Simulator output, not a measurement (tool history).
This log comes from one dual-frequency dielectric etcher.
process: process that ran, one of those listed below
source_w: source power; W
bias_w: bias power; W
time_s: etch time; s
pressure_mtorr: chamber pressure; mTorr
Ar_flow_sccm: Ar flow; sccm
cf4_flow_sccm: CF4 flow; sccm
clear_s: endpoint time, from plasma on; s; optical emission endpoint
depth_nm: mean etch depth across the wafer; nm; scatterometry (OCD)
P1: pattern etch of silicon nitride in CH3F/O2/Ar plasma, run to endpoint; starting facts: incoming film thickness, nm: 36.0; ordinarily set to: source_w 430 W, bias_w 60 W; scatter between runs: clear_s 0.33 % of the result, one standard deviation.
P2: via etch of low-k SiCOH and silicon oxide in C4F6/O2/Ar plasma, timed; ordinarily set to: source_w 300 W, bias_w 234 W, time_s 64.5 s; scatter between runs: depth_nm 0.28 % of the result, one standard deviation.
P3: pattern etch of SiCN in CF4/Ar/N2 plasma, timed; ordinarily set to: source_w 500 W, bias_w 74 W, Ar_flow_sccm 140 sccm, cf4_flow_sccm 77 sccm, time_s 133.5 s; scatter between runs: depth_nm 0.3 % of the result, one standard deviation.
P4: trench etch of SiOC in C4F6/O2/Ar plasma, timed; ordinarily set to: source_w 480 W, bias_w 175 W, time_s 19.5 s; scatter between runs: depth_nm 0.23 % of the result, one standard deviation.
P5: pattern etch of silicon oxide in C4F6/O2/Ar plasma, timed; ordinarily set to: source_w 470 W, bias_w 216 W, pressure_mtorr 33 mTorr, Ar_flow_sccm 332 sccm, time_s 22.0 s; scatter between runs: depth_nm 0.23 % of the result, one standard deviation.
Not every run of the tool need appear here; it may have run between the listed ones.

{"run": 1, "day": 0.8, "process": "P1", "source_w": 430, "bias_w": 60, "clear_s": 52.144}
{"run": 2, "day": 1.396, "process": "P4", "source_w": 680, "bias_w": 175, "time_s": 19.5, "depth_nm": 51.667}
{"run": 3, "day": 1.933, "process": "P5", "source_w": 470, "bias_w": 216, "time_s": 15.0, "pressure_mtorr": 33, "Ar_flow_sccm": 332, "depth_nm": 50.995}
{"run": 4, "day": 2.521, "process": "P5", "source_w": 640, "bias_w": 216, "time_s": 22.0, "pressure_mtorr": 33, "Ar_flow_sccm": 332, "depth_nm": 84.526}
{"run": 5, "day": 3.3, "process": "P4", "source_w": 480, "bias_w": 126, "time_s": 19.5, "depth_nm": 40.947}
{"run": 6, "day": 3.817, "process": "P1", "source_w": 430, "bias_w": 60, "clear_s": 52.146}
{"run": 7, "day": 4.529, "process": "P3", "source_w": 500, "bias_w": 56, "time_s": 133.5, "Ar_flow_sccm": 140, "cf4_flow_sccm": 77, "depth_nm": 110.55}
{"run": 8, "day": 5.004, "process": "P5", "source_w": 470, "bias_w": 216, "time_s": 22.0, "pressure_mtorr": 46, "Ar_flow_sccm": 332, "depth_nm": 71.862}
{"run": 9, "day": 5.35, "process": "P3", "source_w": 300, "bias_w": 74, "time_s": 133.5, "Ar_flow_sccm": 140, "cf4_flow_sccm": 77, "depth_nm": 77.957}
{"run": 10, "day": 5.788, "process": "P5", "source_w": 470, "bias_w": 216, "time_s": 22.0, "pressure_mtorr": 33, "Ar_flow_sccm": 332, "depth_nm": 75.082}
{"run": 11, "day": 6.179, "process": "P3", "source_w": 500, "bias_w": 74, "time_s": 133.5, "Ar_flow_sccm": 140, "cf4_flow_sccm": 77, "depth_nm": 121.73}
{"run": 12, "day": 6.542, "process": "P4", "source_w": 480, "bias_w": 175, "time_s": 19.5, "depth_nm": 45.031}
{"run": 13, "day": 7.1, "process": "P3", "source_w": 500, "bias_w": 74, "time_s": 133.5, "Ar_flow_sccm": 140, "cf4_flow_sccm": 77, "depth_nm": 121.72}
{"run": 14, "day": 7.896, "process": "P1", "source_w": 430, "bias_w": 60, "clear_s": 52.53}
{"run": 15, "day": 8.642, "process": "P2", "source_w": 300, "bias_w": 234, "time_s": 93.0, "depth_nm": 238.9}
{"run": 16, "day": 9.438, "process": "P5", "source_w": 470, "bias_w": 216, "time_s": 22.0, "pressure_mtorr": 33, "Ar_flow_sccm": 332, "depth_nm": 74.944}
{"run": 17, "day": 9.967, "process": "P1", "source_w": 430, "bias_w": 60, "clear_s": 52.493}
{"run": 18, "day": 10.4, "process": "P1", "source_w": 430, "bias_w": 72, "clear_s": 49.318}
{"run": 19, "day": 10.779, "process": "P2", "source_w": 300, "bias_w": 234, "time_s": 64.5, "depth_nm": 164.97}
{"run": 20, "day": 11.371, "process": "P1", "source_w": 570, "bias_w": 75, "clear_s": 43.498}
{"run": 21, "day": 11.938, "process": "P1", "source_w": 430, "bias_w": 39, "clear_s": 59.842}
{"run": 22, "day": 12.633, "process": "P4", "source_w": 480, "bias_w": 175, "time_s": 10.5, "depth_nm": 24.196}
{"run": 23, "day": 13.388, "process": "P3", "source_w": 500, "bias_w": 74, "time_s": 189.0, "Ar_flow_sccm": 140, "cf4_flow_sccm": 77, "depth_nm": 173.25}
{"run": 24, "day": 13.767, "process": "P1", "source_w": 580, "bias_w": 60, "clear_s": 46.545}
{"day": 14.046, "done": "wet clean of the chamber"}
{"run": 25, "day": 14.246, "process": "P5", "source_w": 470, "bias_w": 294, "time_s": 22.0, "pressure_mtorr": 33, "Ar_flow_sccm": 332, "depth_nm": 82.751}
{"run": 26, "day": 14.738, "process": "P2", "source_w": 200, "bias_w": 234, "time_s": 64.5, "depth_nm": 142.21}
{"run": 27, "day": 15.1, "process": "P5", "source_w": 470, "bias_w": 216, "time_s": 22.0, "pressure_mtorr": 33, "Ar_flow_sccm": 220, "depth_nm": 77.975}
{"run": 28, "day": 15.779, "process": "P3", "source_w": 500, "bias_w": 74, "time_s": 133.5, "Ar_flow_sccm": 173, "cf4_flow_sccm": 77, "depth_nm": 117.91}
{"run": 29, "day": 16.271, "process": "P2", "source_w": 300, "bias_w": 137, "time_s": 64.5, "depth_nm": 139.36}
{"run": 30, "day": 16.958, "process": "P1", "source_w": 300, "bias_w": 60, "clear_s": 60.401}
{"run": 31, "day": 17.525, "process": "P3", "source_w": 500, "bias_w": 74, "time_s": 133.5, "Ar_flow_sccm": 140, "cf4_flow_sccm": 101, "depth_nm": 126.92}
{"run": 32, "day": 18.321, "process": "P1", "source_w": 430, "bias_w": 60, "clear_s": 52.096}
{"run": 33, "day": 18.979, "process": "P1", "source_w": 430, "bias_w": 60, "clear_s": 52.535}
{"run": 34, "day": 19.542, "process": "P1", "source_w": 430, "bias_w": 60, "clear_s": 52.452}
{"run": 35, "day": 20.067, "process": "P1", "source_w": 430, "bias_w": 60, "clear_s": 52.477}
{"day": 20.458, "done": "wet clean of the chamber"}
{"run": 36, "day": 20.746, "process": "P1", "source_w": 430, "bias_w": 60, "clear_s": 53.274}
{"run": 37, "day": 21.142, "process": "P1", "source_w": 430, "bias_w": 60, "clear_s": 53.261}
{"run": 38, "day": 21.525, "process": "P1", "source_w": 430, "bias_w": 60, "clear_s": 52.976}
{"run": 39, "day": 22.308, "process": "P1", "source_w": 430, "bias_w": 60, "clear_s": 53.084}
{"run": 40, "day": 22.975, "process": "P1", "source_w": 430, "bias_w": 60, "clear_s": 53.112}
{"run": 41, "day": 23.712, "process": "P1", "source_w": 430, "bias_w": 60, "clear_s": 53.14}
{"run": 42, "day": 24.212, "process": "P1", "source_w": 430, "bias_w": 60, "clear_s": 53.062}

P1 no longer gives what it gave before; its output has crept away from where it was. The following 2 causes, each at its listed size, fit the log equally well:
A: source power that arrives under what is set, % = 4.16
B: bias power that arrives under what is set, % = 4.92
The drift started at roughly day 18.321.
Why every other cause is out:
chamber walls in a state that lowers the etch rate, %: work on it at day 20.458, done after the drift set in, did not restore what the process gave before

The 4 check runs listed below each average the results of 2 wafers, and their outcomes are marked with question marks. Under which run would the listed causes produce clearly different results?
{"run": "check 1", "day": 24.712, "process": "P3", "source_w": 500, "bias_w": 58, "time_s": 183.5, "Ar_flow_sccm": 140, "cf4_flow_sccm": 77, "depth_nm": "?"}
{"run": "check 2", "day": 24.712, "process": "P4", "source_w": 580, "bias_w": 175, "time_s": 19.5, "depth_nm": "?"}
{"run": "check 3", "day": 24.712, "process": "P2", "source_w": 250, "bias_w": 234, "time_s": 92.5, "depth_nm": "?"}
{"run": "check 4", "day": 24.712, "process": "P5", "source_w": 600, "bias_w": 216, "time_s": 16.0, "pressure_mtorr": 33, "Ar_flow_sccm": 332, "depth_nm": "?"}

What every check run would give for each of its results, assuming each possible cause in turn:
check=check_1 result=depth_nm if_A=147.990 if_B=151.020
check=check_2 result=depth_nm if_A=47.699 if_B=47.764
check=check_3 result=depth_nm if_A=217.600 if_B=217.350
check=check_4 result=depth_nm if_A=58.822 if_B=58.852
How far apart the two closest causes lie, in the result that separates them most: check 1 2.02 %; check 2 0.14 %; check 3 0.11 %; check 4 0.05 %
Only check 1 tells the causes apart: in the others they would give nearly the same result.

Here is what check 1 returned: depth_nm 151.190 nm. Which cause is it?

It was cause B: bias power that arrives under what is set, %.
